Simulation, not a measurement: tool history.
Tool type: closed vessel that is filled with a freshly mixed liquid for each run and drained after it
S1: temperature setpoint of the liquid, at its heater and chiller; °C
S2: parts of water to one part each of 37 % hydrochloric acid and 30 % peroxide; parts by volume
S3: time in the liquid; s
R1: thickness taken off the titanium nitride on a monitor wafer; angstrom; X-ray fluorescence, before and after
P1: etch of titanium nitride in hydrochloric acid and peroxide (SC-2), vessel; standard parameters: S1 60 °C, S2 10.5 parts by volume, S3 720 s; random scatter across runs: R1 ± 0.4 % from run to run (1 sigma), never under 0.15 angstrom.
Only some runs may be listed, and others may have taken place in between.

run    day  S1    S2    S3      R1
  1   0.15  60  10.5   720   343.3
  2  0.238  60   5.5  1230  982.17
  3  0.329  60  10.5   720  342.16
     0.375  -- chemicals flow meter replaced
  4  0.425  60     4   720  725.94
  5  0.588  60  10.5   720  344.33
  6  0.717  60  10.5   720  343.71
     0.838  -- new drum of peroxide connected
  7   0.85  60    18   720  214.54
  8  0.971  60  10.5   720  342.47
  9   1.15  60  10.5  1380  663.93
 10  1.238  60  10.5   390  187.36
 11  1.354  72  10.5   720  709.76
 12  1.479  48  10.5   720  158.01
 13  1.654  60  10.5   720  343.73

Expected results for the next run?
 14  1.808  60  10.5  720   ?

{"run 14": {"R1": 327.33}}

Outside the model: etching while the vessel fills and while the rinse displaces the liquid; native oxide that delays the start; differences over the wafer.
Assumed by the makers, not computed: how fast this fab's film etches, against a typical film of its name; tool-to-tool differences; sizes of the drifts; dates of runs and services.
